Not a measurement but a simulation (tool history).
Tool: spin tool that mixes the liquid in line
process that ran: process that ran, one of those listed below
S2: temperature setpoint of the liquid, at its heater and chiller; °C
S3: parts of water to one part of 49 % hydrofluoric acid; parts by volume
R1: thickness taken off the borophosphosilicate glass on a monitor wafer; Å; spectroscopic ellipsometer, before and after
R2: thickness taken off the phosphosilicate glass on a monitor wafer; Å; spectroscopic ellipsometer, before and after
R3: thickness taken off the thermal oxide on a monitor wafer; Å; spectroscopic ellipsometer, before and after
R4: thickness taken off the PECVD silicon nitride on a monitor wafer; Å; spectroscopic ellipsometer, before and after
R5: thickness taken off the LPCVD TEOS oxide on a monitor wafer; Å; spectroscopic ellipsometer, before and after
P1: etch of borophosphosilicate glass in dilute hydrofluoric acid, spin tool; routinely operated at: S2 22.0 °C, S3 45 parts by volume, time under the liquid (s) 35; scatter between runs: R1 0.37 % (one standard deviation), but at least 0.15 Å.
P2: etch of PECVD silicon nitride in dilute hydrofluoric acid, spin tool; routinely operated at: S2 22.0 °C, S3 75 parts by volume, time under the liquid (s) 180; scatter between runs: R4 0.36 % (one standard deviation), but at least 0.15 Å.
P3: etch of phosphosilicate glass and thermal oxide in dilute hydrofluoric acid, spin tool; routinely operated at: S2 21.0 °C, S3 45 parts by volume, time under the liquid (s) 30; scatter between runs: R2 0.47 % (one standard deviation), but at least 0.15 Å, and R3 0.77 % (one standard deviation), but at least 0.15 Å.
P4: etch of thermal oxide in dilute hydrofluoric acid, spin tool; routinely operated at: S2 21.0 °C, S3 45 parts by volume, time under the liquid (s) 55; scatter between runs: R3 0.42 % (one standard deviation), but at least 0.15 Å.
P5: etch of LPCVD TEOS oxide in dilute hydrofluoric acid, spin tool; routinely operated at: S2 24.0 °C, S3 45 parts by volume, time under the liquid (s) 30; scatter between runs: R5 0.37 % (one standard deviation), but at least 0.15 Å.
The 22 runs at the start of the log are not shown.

{"run": 23, "hour": 131.4, "process that ran": "P4", "S2": 21.0, "S3": 20, "time under the liquid (s)": 55, "R3": 124.1}
{"run": 24, "hour": 137.2, "process that ran": "P1", "S2": 22.0, "S3": 45, "time under the liquid (s)": 15, "R1": 137.83}
{"run": 25, "hour": 144.7, "process that ran": "P5", "S2": 24.0, "S3": 45, "time under the liquid (s)": 30, "R5": 199.51}
{"run": 26, "hour": 152.1, "process that ran": "P1", "S2": 22.0, "S3": 45, "time under the liquid (s)": 35, "R1": 320.13}
{"run": 27, "hour": 157.1, "process that ran": "P4", "S2": 27.0, "S3": 45, "time under the liquid (s)": 55, "R3": 68.051}
{"run": 28, "hour": 161.4, "process that ran": "P2", "S2": 22.0, "S3": 135, "time under the liquid (s)": 180, "R4": 34.47}
{"run": 29, "hour": 164.8, "process that ran": "P3", "S2": 21.0, "S3": 45, "time under the liquid (s)": 15, "R2": 184.92, "R3": 14.68}
{"run": 30, "hour": 170.9, "process that ran": "P1", "S2": 22.0, "S3": 45, "time under the liquid (s)": 70, "R1": 642.0}
{"run": 31, "hour": 177.3, "process that ran": "P1", "S2": 22.0, "S3": 45, "time under the liquid (s)": 35, "R1": 318.81}
{"run": 32, "hour": 183.5, "process that ran": "P1", "S2": 17.0, "S3": 45, "time under the liquid (s)": 35, "R1": 257.9}
{"run": 33, "hour": 188.6, "process that ran": "P5", "S2": 24.0, "S3": 45, "time under the liquid (s)": 50, "R5": 335.8}
{"run": 34, "hour": 195.4, "process that ran": "P1", "S2": 22.0, "S3": 45, "time under the liquid (s)": 35, "R1": 320.46}
{"run": 35, "hour": 201.7, "process that ran": "P1", "S2": 22.0, "S3": 45, "time under the liquid (s)": 35, "R1": 329.69}
{"run": 36, "hour": 207.0, "process that ran": "P1", "S2": 22.0, "S3": 45, "time under the liquid (s)": 35, "R1": 336.65}

For run 37, what comes out?
{"run": 37, "hour": 210.4, "process that ran": "P1", "S2": 22.0, "S3": 45, "time under the liquid (s)": 35, "R1": "?"}

{"run 37": {"R1": 337.28}}
